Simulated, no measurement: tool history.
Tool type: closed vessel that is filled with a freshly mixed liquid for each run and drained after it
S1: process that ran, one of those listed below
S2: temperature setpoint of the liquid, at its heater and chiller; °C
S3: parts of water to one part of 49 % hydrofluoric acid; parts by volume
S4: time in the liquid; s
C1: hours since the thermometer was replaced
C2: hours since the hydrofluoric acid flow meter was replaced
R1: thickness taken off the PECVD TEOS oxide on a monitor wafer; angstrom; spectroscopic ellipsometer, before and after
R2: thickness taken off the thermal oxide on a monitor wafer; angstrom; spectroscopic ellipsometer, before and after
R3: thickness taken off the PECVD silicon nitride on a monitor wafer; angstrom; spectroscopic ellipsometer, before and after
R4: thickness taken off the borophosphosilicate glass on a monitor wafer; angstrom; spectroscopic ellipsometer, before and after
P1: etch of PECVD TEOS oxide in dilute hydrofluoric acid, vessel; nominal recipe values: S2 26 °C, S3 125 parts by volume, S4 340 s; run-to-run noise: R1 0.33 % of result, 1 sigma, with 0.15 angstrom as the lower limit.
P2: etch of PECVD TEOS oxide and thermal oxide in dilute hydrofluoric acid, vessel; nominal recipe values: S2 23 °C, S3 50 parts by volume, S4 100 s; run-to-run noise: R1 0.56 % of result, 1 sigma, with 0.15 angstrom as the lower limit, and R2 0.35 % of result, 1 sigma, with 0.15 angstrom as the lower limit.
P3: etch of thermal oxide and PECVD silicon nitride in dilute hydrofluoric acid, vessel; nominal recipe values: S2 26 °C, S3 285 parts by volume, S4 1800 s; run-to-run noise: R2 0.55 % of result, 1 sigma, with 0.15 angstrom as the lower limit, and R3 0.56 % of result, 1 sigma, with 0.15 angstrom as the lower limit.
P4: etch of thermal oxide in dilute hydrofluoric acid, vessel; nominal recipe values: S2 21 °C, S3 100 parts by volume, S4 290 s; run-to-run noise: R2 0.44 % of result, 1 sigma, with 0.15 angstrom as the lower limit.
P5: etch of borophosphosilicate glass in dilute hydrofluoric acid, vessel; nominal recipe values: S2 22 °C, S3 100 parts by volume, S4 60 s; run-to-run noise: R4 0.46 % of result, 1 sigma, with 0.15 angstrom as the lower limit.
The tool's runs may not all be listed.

run,hour,S1,S2,S3,S4,C1,C2,R1,R2,R3,R4
1,3.6,P1,26,125,340,622.5,572.7,318.68,,,
2,7.5,P1,26,125,340,626.4,576.6,319.28,,,
3,10.7,P2,31,50,100,629.6,579.8,803.01,131.89,,
4,15.2,P1,31,125,340,634.1,584.3,382.66,,,
5,18,P2,23,50,100,636.9,587.1,588.9,95.715,,
6,22,P1,26,125,525,640.9,591.1,492.64,,,
7,24.9,P1,26,125,340,643.8,594,320.7,,,
8,29.8,P1,26,185,340,648.7,598.9,199.33,,,
9,32.8,P1,26,40,340,651.7,601.9,1109.2,,,
10,36.5,P2,23,50,30,655.4,605.6,175.68,28.762,,
11,38.8,P2,23,90,100,657.7,607.9,309.87,50.477,,
12,41.1,P3,26,285,1800,660,610.2,,269.75,275.23,
13,44.9,P5,22,100,100,663.8,614,,,,660.57
14,49.3,P3,26,285,1800,668.2,618.4,,268.15,275.15,
15,52.9,P5,22,100,60,671.8,622,,,,399.55
16,55.5,P1,26,125,340,674.4,624.6,318.41,,,
17,59.6,P1,19.5,125,340,678.5,628.7,245.48,,,
18,63.6,P1,26,125,340,682.5,632.7,320.98,,,
19,67.3,P3,21,285,1800,686.2,636.4,,223.87,203.68,
20,70.3,P3,26,495,1800,689.2,639.4,,126.97,157.82,
21,73.8,P4,21,100,290,692.7,642.9,,118.25,,
22,76.2,P2,23,50,100,695.1,645.3,585.66,95.918,,
23,80.8,P5,22,20,60,699.7,649.9,,,,2218.5
24,83.3,P3,26,285,395,702.2,652.4,,58.887,60.273,
25,86,P5,30,100,60,704.9,655.1,,,,547.64
26,91.2,P4,21,170,290,710.1,660.3,,64.249,,
27,95.8,P1,32,75,340,714.7,664.9,715.61,,,
28,98.7,P4,17,100,290,717.6,667.8,,100.39,,
29,101.8,P5,22,100,60,720.7,670.9,,,,398.77
30,104.2,P4,21,100,455,723.1,673.3,,186.36,,
31,106.9,P1,26,125,340,725.8,676,319.16,,,
32,111.9,P1,26,125,90,730.8,681,83.88,,,
33,115.3,P1,26,125,340,734.2,684.4,319.08,,,
34,118.1,P1,26,125,340,737,687.2,319.06,,,
35,122.1,P1,26,125,340,741,691.2,310.64,,,
36,126.8,P1,26,125,340,745.7,695.9,304.93,,,
37,131.4,P1,26,125,340,750.3,700.5,299.4,,,
38,136.1,P1,26,125,340,755,705.2,296.85,,,
39,140.7,P1,26,125,340,759.6,709.8,294.33,,,
40,144.2,P1,26,125,340,763.1,713.3,294.67,,,
41,149.3,P1,26,125,340,768.2,718.4,292.45,,,
42,152.3,P1,26,125,340,771.2,721.4,292.36,,,
43,156.8,P1,26,125,340,775.7,725.9,289.89,,,
44,160.5,P1,26,125,340,779.4,729.6,289.87,,,
45,164.4,P1,26,125,340,783.3,733.5,290.99,,,

The output of P1 has drifted from where it used to be. Each of the 2 causes below, taken at the size shown beside it, accounts for the log equally well:
A: hydrofluoric acid flow below the setpoint (%) = 7.55
B: liquid colder than its thermometer reads (K) = 2.36
The process output started creeping at around hour 118.1.

Each of the 4 check runs below uses one wafer; its results are left as question marks. Which run tells the causes apart?
check 1,168.3,P3,26,415,1800,,,,?,?,
check 2,168.3,P5,29,100,60,,,,,,?
check 3,168.3,P2,30,90,100,,,?,?,,
check 4,168.3,P4,17,160,290,,,,?,,

Predicted outcomes, by check and by cause:
check,result,if A,if B
check 1,R2,146.02,150.94
check 1,R3,174.54,164.56
check 2,R4,479.33,479.07
check 3,R1,368.85,368.41
check 3,R2,60.892,60.818
check 4,R2,53.872,53.528
Per check, the gap between the least separated pair of causes, taken in the result that splits them most: check 1 5.89 %; check 2 0.05 %; check 3 0.12 %; check 4 0.64 %
The other checks would show nearly matching results whichever cause is true, so check 1 is the only one that separates the causes.

After running check 1, the following was obtained: R2 144.78 angstrom; R3 172.97 angstrom. Which cause does this point to?

A is the cause: hydrofluoric acid flow below the setpoint (%).
